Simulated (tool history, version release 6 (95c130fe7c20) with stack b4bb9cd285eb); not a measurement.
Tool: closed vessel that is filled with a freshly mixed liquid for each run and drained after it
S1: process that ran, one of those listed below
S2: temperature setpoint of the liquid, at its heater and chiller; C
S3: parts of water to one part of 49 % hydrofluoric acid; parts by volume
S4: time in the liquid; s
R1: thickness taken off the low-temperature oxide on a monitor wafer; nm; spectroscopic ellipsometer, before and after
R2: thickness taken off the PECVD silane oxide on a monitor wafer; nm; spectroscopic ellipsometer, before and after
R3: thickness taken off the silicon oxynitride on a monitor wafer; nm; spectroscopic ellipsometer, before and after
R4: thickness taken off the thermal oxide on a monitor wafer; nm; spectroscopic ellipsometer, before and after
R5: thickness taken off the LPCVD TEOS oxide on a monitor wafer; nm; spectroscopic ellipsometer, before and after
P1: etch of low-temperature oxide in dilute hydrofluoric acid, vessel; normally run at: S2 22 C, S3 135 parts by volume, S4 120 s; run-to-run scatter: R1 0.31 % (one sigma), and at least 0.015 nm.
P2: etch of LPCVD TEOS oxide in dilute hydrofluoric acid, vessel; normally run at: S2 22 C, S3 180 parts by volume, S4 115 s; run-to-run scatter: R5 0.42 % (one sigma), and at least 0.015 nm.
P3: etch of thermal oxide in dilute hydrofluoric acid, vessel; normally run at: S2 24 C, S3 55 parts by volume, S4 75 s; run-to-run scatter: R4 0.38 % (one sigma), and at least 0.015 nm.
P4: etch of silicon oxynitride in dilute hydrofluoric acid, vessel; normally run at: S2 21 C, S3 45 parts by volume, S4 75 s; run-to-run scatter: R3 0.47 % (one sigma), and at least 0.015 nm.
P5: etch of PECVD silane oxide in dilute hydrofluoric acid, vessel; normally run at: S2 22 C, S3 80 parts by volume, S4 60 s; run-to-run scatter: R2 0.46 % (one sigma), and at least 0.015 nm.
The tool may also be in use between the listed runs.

run 1 hour=8.1 | S1=P1 S2=22 S3=135 S4=120 | R1=23.481
run 2 hour=25.9 | S1=P5 S2=22 S3=80 S4=60 | R2=19.684
run 3 hour=39.5 | S1=P4 S2=21 S3=45 S4=75 | R3=4.4269
run 4 hour=55.8 | S1=P1 S2=22 S3=135 S4=120 | R1=23.434
run 5 hour=68.8 | S1=P3 S2=24 S3=55 S4=30 | R4=2.7731
run 6 hour=80.7 | S1=P5 S2=30 S3=80 S4=60 | R2=26.854
run 7 hour=97.6 | S1=P1 S2=17 S3=135 S4=30 | R1=4.8153
run 8 hour=114.9 | S1=P3 S2=24 S3=55 S4=75 | R4=6.9813
run 9 hour=128.7 | S1=P4 S2=21 S3=45 S4=75 | R3=4.5241
run 10 hour=142.4 | S1=P5 S2=22 S3=80 S4=60 | R2=19.53
run 11 hour=150.8 | S1=P4 S2=21 S3=45 S4=125 | R3=7.4951
run 12 hour=166.2 | S1=P5 S2=22 S3=35 S4=60 | R2=47.644
run 13 hour=184.3 | S1=P3 S2=24 S3=55 S4=75 | R4=6.9851
run 14 hour=193.6 | S1=P1 S2=22 S3=70 S4=120 | R1=48.896
run 15 hour=203.8 | S1=P5 S2=22 S3=80 S4=30 | R2=9.85
run 16 hour=212.7 | S1=P1 S2=17 S3=135 S4=120 | R1=19.201
run 17 hour=226.4 | S1=P1 S2=22 S3=135 S4=120 | R1=23.446
run 18 hour=237.9 | S1=P3 S2=30.5 S3=55 S4=75 | R4=9.0162
run 19 hour=253.8 | S1=P1 S2=22 S3=135 S4=45 | R1=8.7947
run 20 hour=268.9 | S1=P2 S2=22 S3=180 S4=115 | R5=9.0871
run 21 hour=278.3 | S1=P3 S2=24 S3=80 S4=75 | R4=4.6474
run 22 hour=294.9 | S1=P1 S2=22 S3=135 S4=120 | R1=23.478
run 23 hour=309.6 | S1=P1 S2=22 S3=135 S4=120 | R1=23.495
run 24 hour=323.4 | S1=P4 S2=17 S3=45 S4=75 | R3=3.6696
run 25 hour=331.8 | S1=P1 S2=22 S3=135 S4=230 | R1=45.148
run 26 hour=347.7 | S1=P1 S2=22 S3=135 S4=120 | R1=23.602
run 27 hour=363.6 | S1=P4 S2=21 S3=70 S4=75 | R3=2.8397
run 28 hour=376.1 | S1=P2 S2=22 S3=245 S4=115 | R5=6.2007
run 29 hour=384.4 | S1=P1 S2=22 S3=135 S4=120 | R1=23.545
run 30 hour=393.4 | S1=P1 S2=22 S3=210 S4=120 | R1=13.946
run 31 hour=407.7 | S1=P1 S2=29.5 S3=135 S4=175 | R1=45.612
run 32 hour=417.9 | S1=P2 S2=22 S3=180 S4=30 | R5=2.3741
run 33 hour=431 | S1=P2 S2=17 S3=180 S4=115 | R5=7.3954
run 34 hour=446.9 | S1=P1 S2=25.5 S3=135 S4=120 | R1=26.872
run 35 hour=455.7 | S1=P1 S2=22 S3=135 S4=120 | R1=23.594
run 36 hour=464.6 | S1=P1 S2=22 S3=135 S4=120 | R1=24.231
run 37 hour=474.1 | S1=P1 S2=22 S3=135 S4=120 | R1=24.673
run 38 hour=492.1 | S1=P1 S2=22 S3=135 S4=120 | R1=25.385
run 39 hour=507.8 | S1=P1 S2=22 S3=135 S4=120 | R1=25.467
run 40 hour=515.7 | S1=P1 S2=22 S3=135 S4=120 | R1=25.512
run 41 hour=523.5 | S1=P1 S2=22 S3=135 S4=120 | R1=25.64
run 42 hour=535.4 | S1=P1 S2=22 S3=135 S4=120 | R1=25.587
run 43 hour=545.4 | S1=P1 S2=22 S3=135 S4=120 | R1=25.539

What P1 gives has crept away from where it was. These 2 causes fit the log equally well, each at the size given:
A: liquid hotter than its thermometer reads (K) = 2.25
B: hydrofluoric acid flow above the setpoint (%) = 7.92
The creep began at about hour 455.7.

4 check runs are offered, each on 2 wafers whose results are averaged, their results left as question marks. Which one tells the causes apart?
run check 1 hour=555.4 | S1=P5 S2=28.5 S3=80 S4=35 | R2=?
run check 2 hour=555.4 | S1=P3 S2=28 S3=55 S4=30 | R4=?
run check 3 hour=555.4 | S1=P4 S2=17 S3=60 S4=75 | R3=?
run check 4 hour=555.4 | S1=P2 S2=17 S3=180 S4=30 | R5=?

What each check would give under each cause:
check=check_1 result=R2 if_A=16.265 if_B=16.239
check=check_2 result=R4 if_A=3.5722 if_B=3.5497
check=check_3 result=R3 if_A=3.0372 if_B=2.9319
check=check_4 result=R5 if_A=2.13 if_B=2.1279
How far apart the two closest causes lie, in the result that separates them most: check 1 0.16 %; check 2 0.63 %; check 3 3.53 %; check 4 0.1 %
Only check 3 tells the causes apart: in the others they would give nearly the same result.

Check 3 was then run and gave: R3 2.9569 nm. Which cause is it?

It is B: hydrofluoric acid flow above the setpoint (%).

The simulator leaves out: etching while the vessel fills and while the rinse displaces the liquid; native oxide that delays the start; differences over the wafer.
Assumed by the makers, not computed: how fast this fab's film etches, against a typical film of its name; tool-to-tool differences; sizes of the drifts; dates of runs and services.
